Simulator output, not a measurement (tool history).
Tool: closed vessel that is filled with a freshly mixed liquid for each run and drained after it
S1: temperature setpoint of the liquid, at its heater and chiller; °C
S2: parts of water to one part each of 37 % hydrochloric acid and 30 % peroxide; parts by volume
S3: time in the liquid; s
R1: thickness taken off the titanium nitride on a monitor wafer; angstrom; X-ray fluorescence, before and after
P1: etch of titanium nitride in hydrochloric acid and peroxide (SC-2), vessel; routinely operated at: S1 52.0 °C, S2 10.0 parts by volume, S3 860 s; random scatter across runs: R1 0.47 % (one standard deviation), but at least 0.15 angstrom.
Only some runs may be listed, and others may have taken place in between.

run,hour,S1,S2,S3,R1
1,11.1,52.0,10.0,860,319.510
2,22.3,52.0,10.0,1510,566.300
3,37.2,36.5,10.0,860,109.210
4,49.7,65.5,10.0,860,752.990
5,57.2,52.0,10.0,860,316.710
6,68.8,52.0,10.0,860,319.580
7,83.8,66.5,10.0,220,205.670
8,100.1,52.0,10.0,860,317.320
9,113.9,52.0,17.5,1490,340.740
10,128.5,52.0,4.0,860,641.270
11,142.5,59.0,4.5,860,924.140
12,156.9,52.0,10.0,35,12.955
13,165.3,52.0,15.5,860,218.040
14,180.2,52.0,10.0,860,319.060
15,196.0,52.0,10.0,860,301.540
16,208.6,52.0,10.0,860,296.920
17,222.8,52.0,10.0,860,293.500
18,233.5,52.0,10.0,860,291.260
# hour 236.0: new drum of peroxide connected
19,241.6,52.0,10.0,860,288.930
20,255.3,52.0,10.0,860,288.770

What P1 gives has crept off from where it sat before. The 2 causes that follow fit the log equally well, each at the size noted:
A: chemicals flow below the setpoint (%) = 11.1
B: liquid colder than its thermometer reads (K) = 1.5
The drift started at roughly hour 180.2.
Every other cause this tool's parts could produce, and why it does not fit the log:
peroxide weaker than its label (%): maintenance at hour 236.0, after the shift began, did not return the process to its former output

Of the 4 check runs below, each run on 2 wafers with the results averaged and each result still a question mark, which one would tell the listed causes apart?
check 1,269.0,52.0,14.0,860,?
check 2,269.0,65.0,10.0,90,?
check 3,269.0,44.0,4.0,860,?
check 4,269.0,52.0,10.0,305,?

Expected result of each check under each candidate cause:
check,result,if A,if B
check 1,R1,215.920,216.880
check 2,R1,68.950,69.453
check 3,R1,343.560,335.270
check 4,R1,102.580,102.560
Separation of the two closest causes in each check, using whichever result separates them best: check 1 0.44 %; check 2 0.73 %; check 3 2.44 %; check 4 0.02 %
Check 3 tells the causes apart: in the others they would give nearly the same result.

Here is what check 3 returned: R1 342.540 angstrom. Which cause is it?

A is the cause: chemicals flow below the setpoint (%).
